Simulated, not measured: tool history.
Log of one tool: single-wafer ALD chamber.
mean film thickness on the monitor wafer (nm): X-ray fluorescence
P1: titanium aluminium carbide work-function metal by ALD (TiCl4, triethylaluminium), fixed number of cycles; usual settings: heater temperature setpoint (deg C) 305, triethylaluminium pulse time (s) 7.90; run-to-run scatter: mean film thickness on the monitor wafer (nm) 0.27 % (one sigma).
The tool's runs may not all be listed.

| run | hour | heater temperature setpoint (deg C) | triethylaluminium pulse time (s) | hours since the last thermocouple change | hours since the last triethylaluminium bottle change | mean film thickness on the monitor wafer (nm) |
|---|---|---|---|---|---|---|
| 1 | 12.6 | 305 | 7.90 | 1489.1 | 896.8 | 2.0479 |
| 2 | 18.9 | 305 | 7.90 | 1495.4 | 903.1 | 2.0456 |
| 3 | 25.6 | 280 | 7.90 | 1502.1 | 909.8 | 1.8369 |
| 4 | 32.3 | 317 | 11.11 | 1508.8 | 916.5 | 2.2668 |
| 5 | 38.3 | 305 | 4.66 | 1514.8 | 922.5 | 1.7528 |
| 6 | 47.1 | 329 | 7.90 | 1523.6 | 931.3 | 2.2600 |
| 7 | 54.4 | 305 | 7.90 | 1530.9 | 938.6 | 2.0516 |
| 8 | 60.7 | 325 | 5.15 | 1537.2 | 944.9 | 1.9800 |
| 9 | 67.6 | 305 | 12.57 | 1544.1 | 951.8 | 2.1588 |
| 10 | 75.8 | 292 | 4.14 | 1552.3 | 960.0 | 1.5714 |
| 11 | 82.2 | 305 | 7.90 | 1558.7 | 966.4 | 2.0495 |
| 12 | 88.0 | 305 | 7.90 | 1564.5 | 972.2 | 2.0480 |
| 13 | 96.6 | 305 | 7.90 | 1573.1 | 980.8 | 2.0422 |
| 14 | 107.6 | 305 | 7.90 | 1584.1 | 991.8 | 2.0235 |
| 15 | 117.4 | 305 | 7.90 | 1593.9 | 1001.6 | 2.0099 |
| 16 | 126.7 | 305 | 7.90 | 1603.2 | 1010.9 | 2.0150 |
| 17 | 136.7 | 305 | 7.90 | 1613.2 | 1020.9 | 2.0047 |
| 18 | 145.4 | 305 | 7.90 | 1621.9 | 1029.6 | 2.0093 |
| 19 | 155.1 | 305 | 7.90 | 1631.6 | 1039.3 | 2.0042 |
| 20 | 164.1 | 305 | 7.90 | 1640.6 | 1048.3 | 2.0046 |
| 21 | 170.0 | 305 | 7.90 | 1646.5 | 1054.2 | 2.0118 |
| 22 | 175.5 | 305 | 7.90 | 1652.0 | 1059.7 | 2.0098 |

What P1 gives has crept away from where it was. These 2 causes fit the log equally well, each at the size given:
A: triethylaluminium dose below that of a fresh bottle (%) = 9.48
B: wafer temperature below the value expected at the setpoint (K) = 4.86
The creep began at about hour 88.0.

4 check runs are offered, one wafer each, their results left as question marks. Which one tells the causes apart?
| check 1 | 181.0 | 289 | 7.90 |  |  | ? |
| check 2 | 181.0 | 318 | 7.90 |  |  | ? |
| check 3 | 181.0 | 321 | 4.69 |  |  | ? |
| check 4 | 181.0 | 283 | 7.90 |  |  | ? |

What each check would give under each cause:
| check | result | if A | if B |
|---|---|---|---|
| check 1 | mean film thickness on the monitor wafer (nm) | 1.8714 | 1.8691 |
| check 2 | mean film thickness on the monitor wafer (nm) | 2.1196 | 2.1215 |
| check 3 | mean film thickness on the monitor wafer (nm) | 1.8023 | 1.8426 |
| check 4 | mean film thickness on the monitor wafer (nm) | 1.8208 | 1.8177 |
How far apart the two closest causes lie, in the result that separates them most: check 1 0.12 %; check 2 0.09 %; check 3 2.21 %; check 4 0.17 %
Only check 3 tells the causes apart: in the others they would give nearly the same result.

Then check 3 was run and gave: mean film thickness on the monitor wafer (nm) 1.8356. Which cause is it?

It is B: wafer temperature below the value expected at the setpoint (K).
